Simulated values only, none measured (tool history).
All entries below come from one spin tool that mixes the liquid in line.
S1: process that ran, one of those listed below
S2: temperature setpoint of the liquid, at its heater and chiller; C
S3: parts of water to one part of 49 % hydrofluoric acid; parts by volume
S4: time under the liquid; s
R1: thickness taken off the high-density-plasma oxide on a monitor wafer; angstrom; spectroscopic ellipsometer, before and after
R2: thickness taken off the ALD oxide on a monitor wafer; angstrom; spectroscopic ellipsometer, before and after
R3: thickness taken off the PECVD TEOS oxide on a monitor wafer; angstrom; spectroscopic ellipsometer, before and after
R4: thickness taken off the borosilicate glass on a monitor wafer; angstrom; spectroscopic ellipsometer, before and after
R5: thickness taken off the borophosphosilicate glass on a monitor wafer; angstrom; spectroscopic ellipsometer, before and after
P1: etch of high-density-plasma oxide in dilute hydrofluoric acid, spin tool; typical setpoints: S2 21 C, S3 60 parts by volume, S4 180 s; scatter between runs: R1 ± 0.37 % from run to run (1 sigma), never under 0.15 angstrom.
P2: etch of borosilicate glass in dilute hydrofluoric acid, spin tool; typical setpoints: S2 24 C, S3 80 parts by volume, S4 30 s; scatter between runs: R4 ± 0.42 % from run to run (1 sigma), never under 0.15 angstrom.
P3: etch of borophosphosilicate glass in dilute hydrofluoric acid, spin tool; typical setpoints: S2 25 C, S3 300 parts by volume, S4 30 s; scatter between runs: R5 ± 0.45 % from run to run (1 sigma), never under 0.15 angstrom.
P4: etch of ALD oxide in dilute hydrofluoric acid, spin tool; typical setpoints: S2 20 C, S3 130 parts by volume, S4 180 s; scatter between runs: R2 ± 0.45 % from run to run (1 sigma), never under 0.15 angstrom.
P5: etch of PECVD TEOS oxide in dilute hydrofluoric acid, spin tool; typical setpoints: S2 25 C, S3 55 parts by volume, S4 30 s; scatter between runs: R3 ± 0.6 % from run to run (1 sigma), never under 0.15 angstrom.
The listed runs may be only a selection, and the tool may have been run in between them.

{"run": 1, "hour": 8.4, "S1": "P1", "S2": 21, "S3": 60, "S4": 180, "R1": 219.82}
{"run": 2, "hour": 23.4, "S1": "P1", "S2": 21, "S3": 60, "S4": 180, "R1": 220.02}
{"run": 3, "hour": 37.5, "S1": "P4", "S2": 20, "S3": 130, "S4": 340, "R2": 384.01}
{"run": 4, "hour": 48.1, "S1": "P4", "S2": 20, "S3": 130, "S4": 180, "R2": 202.3}
{"run": 5, "hour": 58.5, "S1": "P4", "S2": 20, "S3": 75, "S4": 180, "R2": 371.37}
{"run": 6, "hour": 76.9, "S1": "P1", "S2": 25.5, "S3": 60, "S4": 180, "R1": 264.75}
{"run": 7, "hour": 93.3, "S1": "P1", "S2": 21, "S3": 60, "S4": 260, "R1": 317.43}
{"run": 8, "hour": 111.6, "S1": "P1", "S2": 21, "S3": 60, "S4": 15, "R1": 18.446}
{"run": 9, "hour": 129.7, "S1": "P1", "S2": 27, "S3": 80, "S4": 180, "R1": 203.4}
{"run": 10, "hour": 148.0, "S1": "P1", "S2": 21, "S3": 60, "S4": 180, "R1": 218.06}
{"run": 11, "hour": 163.9, "S1": "P5", "S2": 25, "S3": 55, "S4": 30, "R3": 49.23}
{"run": 12, "hour": 179.6, "S1": "P2", "S2": 17.5, "S3": 80, "S4": 30, "R4": 71.531}
{"run": 13, "hour": 192.7, "S1": "P1", "S2": 21, "S3": 60, "S4": 180, "R1": 217.64}
{"run": 14, "hour": 201.3, "S1": "P4", "S2": 17, "S3": 130, "S4": 180, "R2": 178.45}
{"run": 15, "hour": 211.9, "S1": "P1", "S2": 21, "S3": 60, "S4": 180, "R1": 219.87}
{"run": 16, "hour": 225.8, "S1": "P2", "S2": 24, "S3": 80, "S4": 30, "R4": 94.086}
{"run": 17, "hour": 239.0, "S1": "P5", "S2": 25, "S3": 55, "S4": 15, "R3": 24.535}
{"run": 18, "hour": 253.3, "S1": "P3", "S2": 25, "S3": 300, "S4": 60, "R5": 98.102}
{"run": 19, "hour": 271.6, "S1": "P5", "S2": 25, "S3": 80, "S4": 30, "R3": 32.425}
{"run": 20, "hour": 288.2, "S1": "P3", "S2": 29.5, "S3": 300, "S4": 30, "R5": 56.885}
{"run": 21, "hour": 300.2, "S1": "P3", "S2": 25, "S3": 500, "S4": 30, "R5": 24.688}
{"run": 22, "hour": 309.7, "S1": "P5", "S2": 28.5, "S3": 55, "S4": 30, "R3": 56.435}
{"run": 23, "hour": 321.8, "S1": "P2", "S2": 24, "S3": 80, "S4": 45, "R4": 139.05}
{"run": 24, "hour": 336.0, "S1": "P1", "S2": 21, "S3": 20, "S4": 180, "R1": 693.02}
{"run": 25, "hour": 349.4, "S1": "P2", "S2": 24, "S3": 80, "S4": 30, "R4": 94.48}
{"run": 26, "hour": 361.9, "S1": "P2", "S2": 24, "S3": 135, "S4": 30, "R4": 51.76}
{"run": 27, "hour": 373.8, "S1": "P1", "S2": 17, "S3": 60, "S4": 180, "R1": 183.62}
{"run": 28, "hour": 382.3, "S1": "P3", "S2": 25, "S3": 300, "S4": 30, "R5": 48.358}
{"run": 29, "hour": 397.3, "S1": "P1", "S2": 21, "S3": 95, "S4": 180, "R1": 132.28}
{"run": 30, "hour": 410.4, "S1": "P1", "S2": 21, "S3": 60, "S4": 180, "R1": 218.44}
{"run": 31, "hour": 427.7, "S1": "P1", "S2": 21, "S3": 60, "S4": 180, "R1": 209.92}
{"run": 32, "hour": 443.5, "S1": "P1", "S2": 21, "S3": 60, "S4": 180, "R1": 205.9}
{"run": 33, "hour": 452.9, "S1": "P1", "S2": 21, "S3": 60, "S4": 180, "R1": 204.04}
{"run": 34, "hour": 464.6, "S1": "P1", "S2": 21, "S3": 60, "S4": 180, "R1": 203.18}
{"run": 35, "hour": 480.5, "S1": "P1", "S2": 21, "S3": 60, "S4": 180, "R1": 200.21}
{"run": 36, "hour": 492.5, "S1": "P1", "S2": 21, "S3": 60, "S4": 180, "R1": 199.77}
{"run": 37, "hour": 502.1, "S1": "P1", "S2": 21, "S3": 60, "S4": 180, "R1": 198.54}
{"run": 38, "hour": 511.3, "S1": "P1", "S2": 21, "S3": 60, "S4": 180, "R1": 200.3}
{"run": 39, "hour": 520.4, "S1": "P1", "S2": 21, "S3": 60, "S4": 180, "R1": 198.91}
{"run": 40, "hour": 528.8, "S1": "P1", "S2": 21, "S3": 60, "S4": 180, "R1": 199.59}
{"run": 41, "hour": 545.3, "S1": "P1", "S2": 21, "S3": 60, "S4": 180, "R1": 198.84}

P1 no longer gives what it gave before; its output has crept away from where it was. The following 2 causes, each at its listed size, fit the log equally well:
A: liquid colder than its thermometer reads (K) = 2.38
B: hydrofluoric acid flow below the setpoint (%) = 8.9
The gradual shift began around hour 410.4.

4 check runs are offered, one wafer each, their results left as question marks. Which one tells the causes apart?
{"run": "check 1", "hour": 561.8, "S1": "P2", "S2": 24, "S3": 80, "S4": 30, "R4": "?"}
{"run": "check 2", "hour": 561.8, "S1": "P5", "S2": 25, "S3": 55, "S4": 30, "R3": "?"}
{"run": "check 3", "hour": 561.8, "S1": "P4", "S2": 20, "S3": 130, "S4": 180, "R2": "?"}
{"run": "check 4", "hour": 561.8, "S1": "P3", "S2": 25, "S3": 300, "S4": 30, "R5": "?"}

Predicted outcomes, by check and by cause:
check=check_1 result=R4 if_A=85.148 if_B=84.602
check=check_2 result=R3 if_A=44.934 if_B=44.814
check=check_3 result=R2 if_A=183.82 if_B=182.05
check=check_4 result=R5 if_A=45.072 if_B=43.344
Per-check spread between the two closest causes, in the result where they differ most: check 1 0.64 %; check 2 0.27 %; check 3 0.97 %; check 4 3.91 %
Only check 4 tells the causes apart: in the others they would give nearly the same result.

Check 4 has now been run. It gave: R5 44.84 angstrom. Which of the candidate causes is it?

The correct cause is A, namely: liquid colder than its thermometer reads (K).
